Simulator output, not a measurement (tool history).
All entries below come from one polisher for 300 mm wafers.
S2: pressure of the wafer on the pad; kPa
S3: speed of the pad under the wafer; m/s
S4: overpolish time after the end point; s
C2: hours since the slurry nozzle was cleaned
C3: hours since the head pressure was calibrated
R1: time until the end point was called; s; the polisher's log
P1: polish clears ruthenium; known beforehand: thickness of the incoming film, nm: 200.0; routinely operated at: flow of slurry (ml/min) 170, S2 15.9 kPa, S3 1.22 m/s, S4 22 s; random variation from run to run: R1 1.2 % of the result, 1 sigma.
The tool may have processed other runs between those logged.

{"run": 1, "hour": 12.9, "flow of slurry (ml/min)": 170, "S2": 15.9, "S3": 1.22, "S4": 22, "wafers polished on this pad": 272, "C2": 161.4, "C3": 642.1, "R1": 121.35}
{"run": 2, "hour": 20.5, "flow of slurry (ml/min)": 170, "S2": 15.9, "S3": 1.22, "S4": 22, "wafers polished on this pad": 324, "C2": 169, "C3": 649.7, "R1": 123.94}
{"run": 3, "hour": 28.1, "flow of slurry (ml/min)": 100, "S2": 15.9, "S3": 1.22, "S4": 22, "wafers polished on this pad": 376, "C2": 176.6, "C3": 657.3, "R1": 135.91}
{"run": 4, "hour": 40.0, "flow of slurry (ml/min)": 170, "S2": 15.9, "S3": 1.22, "S4": 7, "wafers polished on this pad": 457, "C2": 188.5, "C3": 669.2, "R1": 121.63}
{"run": 5, "hour": 52.7, "flow of slurry (ml/min)": 170, "S2": 7.6, "S3": 1.22, "S4": 22, "wafers polished on this pad": 544, "C2": 201.2, "C3": 681.9, "R1": 251.69}
{"run": 6, "hour": 63.7, "flow of slurry (ml/min)": 170, "S2": 7.6, "S3": 1.58, "S4": 22, "wafers polished on this pad": 619, "C2": 212.2, "C3": 692.9, "R1": 196.37}
{"run": 7, "hour": 71.1, "flow of slurry (ml/min)": 170, "S2": 22.1, "S3": 1.22, "S4": 22, "wafers polished on this pad": 670, "C2": 219.6, "C3": 700.3, "R1": 86.367}
{"run": 8, "hour": 77.6, "flow of slurry (ml/min)": 170, "S2": 15.9, "S3": 0.54, "S4": 22, "wafers polished on this pad": 714, "C2": 226.1, "C3": 706.8, "R1": 276.25}
{"run": 9, "hour": 84.9, "flow of slurry (ml/min)": 265, "S2": 21.4, "S3": 1.22, "S4": 22, "wafers polished on this pad": 764, "C2": 233.4, "C3": 714.1, "R1": 87.019}
{"run": 10, "hour": 92.8, "flow of slurry (ml/min)": 170, "S2": 15.9, "S3": 1.22, "S4": 22, "wafers polished on this pad": 818, "C2": 241.3, "C3": 722, "R1": 122.88}
{"run": 11, "hour": 101.8, "flow of slurry (ml/min)": 170, "S2": 15.9, "S3": 1.22, "S4": 22, "wafers polished on this pad": 880, "C2": 250.3, "C3": 731, "R1": 122.13}
{"run": 12, "hour": 108.7, "flow of slurry (ml/min)": 170, "S2": 15.9, "S3": 1.22, "S4": 22, "wafers polished on this pad": 927, "C2": 257.2, "C3": 737.9, "R1": 122.23}
{"run": 13, "hour": 117.0, "flow of slurry (ml/min)": 170, "S2": 15.9, "S3": 1.22, "S4": 22, "wafers polished on this pad": 984, "C2": 265.5, "C3": 746.2, "R1": 122.7}
{"run": 14, "hour": 130.3, "flow of slurry (ml/min)": 170, "S2": 15.9, "S3": 1.22, "S4": 42, "wafers polished on this pad": 1075, "C2": 278.8, "C3": 759.5, "R1": 123.42}
{"run": 15, "hour": 141.6, "flow of slurry (ml/min)": 170, "S2": 15.9, "S3": 1.7, "S4": 22, "wafers polished on this pad": 1152, "C2": 290.1, "C3": 770.8, "R1": 88.235}
{"run": 16, "hour": 149.2, "flow of slurry (ml/min)": 230, "S2": 15.9, "S3": 1.22, "S4": 22, "wafers polished on this pad": 1204, "C2": 297.7, "C3": 778.4, "R1": 116.67}
{"run": 17, "hour": 161.8, "flow of slurry (ml/min)": 170, "S2": 15.9, "S3": 1.22, "S4": 22, "wafers polished on this pad": 1290, "C2": 310.3, "C3": 791, "R1": 121.83}
{"run": 18, "hour": 173.4, "flow of slurry (ml/min)": 170, "S2": 15.9, "S3": 1.22, "S4": 22, "wafers polished on this pad": 1370, "C2": 321.9, "C3": 802.6, "R1": 126.22}
{"run": 19, "hour": 184.2, "flow of slurry (ml/min)": 170, "S2": 15.9, "S3": 1.22, "S4": 22, "wafers polished on this pad": 1443, "C2": 332.7, "C3": 813.4, "R1": 127.9}
{"hour": 187.6, "done": "head pressure recalibrated"}
{"run": 20, "hour": 192.6, "flow of slurry (ml/min)": 170, "S2": 15.9, "S3": 1.22, "S4": 22, "wafers polished on this pad": 1501, "C2": 341.1, "C3": 5, "R1": 127.39}

Forecast run 21:
{"run": 21, "hour": 206.0, "flow of slurry (ml/min)": 170, "S2": 15.9, "S3": 1.22, "S4": 22, "wafers polished on this pad": 1593, "C2": 354.5, "C3": 18.4, "R1": "?"}

Logged for run 21: R1 131.11 s.
